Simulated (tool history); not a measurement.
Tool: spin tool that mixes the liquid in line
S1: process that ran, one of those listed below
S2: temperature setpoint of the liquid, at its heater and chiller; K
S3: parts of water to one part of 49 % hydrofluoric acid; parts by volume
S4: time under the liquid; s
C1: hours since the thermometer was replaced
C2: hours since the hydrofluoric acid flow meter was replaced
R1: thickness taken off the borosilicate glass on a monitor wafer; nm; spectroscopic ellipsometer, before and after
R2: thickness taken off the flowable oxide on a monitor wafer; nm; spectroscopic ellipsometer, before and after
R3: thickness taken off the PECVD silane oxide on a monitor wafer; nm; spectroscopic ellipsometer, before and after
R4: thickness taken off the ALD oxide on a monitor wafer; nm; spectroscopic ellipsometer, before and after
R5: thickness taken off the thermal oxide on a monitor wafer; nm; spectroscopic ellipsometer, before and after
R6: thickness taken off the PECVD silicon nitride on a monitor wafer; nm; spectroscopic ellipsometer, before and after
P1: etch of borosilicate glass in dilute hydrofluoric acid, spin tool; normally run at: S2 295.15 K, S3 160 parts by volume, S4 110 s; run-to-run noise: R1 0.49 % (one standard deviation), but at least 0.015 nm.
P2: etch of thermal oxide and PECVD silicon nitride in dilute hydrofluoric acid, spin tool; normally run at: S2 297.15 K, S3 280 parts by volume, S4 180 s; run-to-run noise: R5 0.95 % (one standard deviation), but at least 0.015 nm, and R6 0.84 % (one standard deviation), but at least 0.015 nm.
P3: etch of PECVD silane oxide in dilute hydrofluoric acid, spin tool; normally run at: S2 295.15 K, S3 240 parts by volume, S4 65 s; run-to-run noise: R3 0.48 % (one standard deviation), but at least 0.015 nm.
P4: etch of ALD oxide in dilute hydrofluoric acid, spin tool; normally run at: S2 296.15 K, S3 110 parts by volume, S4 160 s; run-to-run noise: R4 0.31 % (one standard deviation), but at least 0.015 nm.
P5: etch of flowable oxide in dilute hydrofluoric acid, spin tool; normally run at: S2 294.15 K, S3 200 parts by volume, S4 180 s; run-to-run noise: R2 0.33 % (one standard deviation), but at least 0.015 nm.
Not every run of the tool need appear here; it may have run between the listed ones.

run 1 hour=11.2 | S1=P1 S2=295.15 S3=160 S4=110 | C1=597 C2=380.5 | R1=14.708
run 2 hour=23.5 | S1=P1 S2=290.15 S3=220 S4=110 | C1=609.3 C2=392.8 | R1=8.2823
run 3 hour=35.2 | S1=P5 S2=294.15 S3=200 S4=180 | C1=621 C2=404.5 | R2=29.834
run 4 hour=42.4 | S1=P3 S2=295.15 S3=240 S4=20 | C1=628.2 C2=411.7 | R3=3.3719
run 5 hour=53.7 | S1=P3 S2=295.15 S3=240 S4=65 | C1=639.5 C2=423 | R3=11.025
run 6 hour=60.1 | S1=P3 S2=295.15 S3=145 S4=65 | C1=645.9 C2=429.4 | R3=20.016
run 7 hour=72.3 | S1=P1 S2=295.15 S3=160 S4=110 | C1=658.1 C2=441.6 | R1=14.878
run 8 hour=78.9 | S1=P4 S2=296.15 S3=160 S4=160 | C1=664.7 C2=448.2 | R4=27.593
run 9 hour=91.6 | S1=P1 S2=295.15 S3=160 S4=220 | C1=677.4 C2=460.9 | R1=29.341
run 10 hour=102.1 | S1=P1 S2=295.15 S3=160 S4=110 | C1=687.9 C2=471.4 | R1=14.815
run 11 hour=112.2 | S1=P1 S2=291.15 S3=160 S4=110 | C1=698 C2=481.5 | R1=12.569
run 12 hour=122.2 | S1=P1 S2=295.15 S3=160 S4=110 | C1=708 C2=491.5 | R1=14.769
run 13 hour=128.5 | S1=P1 S2=295.15 S3=160 S4=45 | C1=714.3 C2=497.8 | R1=6.0705
run 14 hour=137.4 | S1=P2 S2=297.15 S3=280 S4=180 | C1=723.2 C2=506.7 | R5=2.3807 R6=2.6549
run 15 hour=144.7 | S1=P5 S2=294.15 S3=200 S4=275 | C1=730.5 C2=514 | R2=45.482
run 16 hour=152.4 | S1=P3 S2=301.65 S3=240 S4=65 | C1=738.2 C2=521.7 | R3=13.8
run 17 hour=164.1 | S1=P2 S2=297.15 S3=445 S4=180 | C1=749.9 C2=533.4 | R5=1.2962 R6=1.704
run 18 hour=177.9 | S1=P2 S2=290.15 S3=280 S4=180 | C1=763.7 C2=547.2 | R5=1.835 R6=1.6785
run 19 hour=189.3 | S1=P4 S2=296.15 S3=110 S4=230 | C1=775.1 C2=558.6 | R4=60.888

What does the tool deliver on the next run?
run 20 hour=202.6 | S1=P1 S2=295.15 S3=255 S4=110 | C1=788.4 C2=571.9 | R1=?

Run 20 measured R1 8.4285 nm.
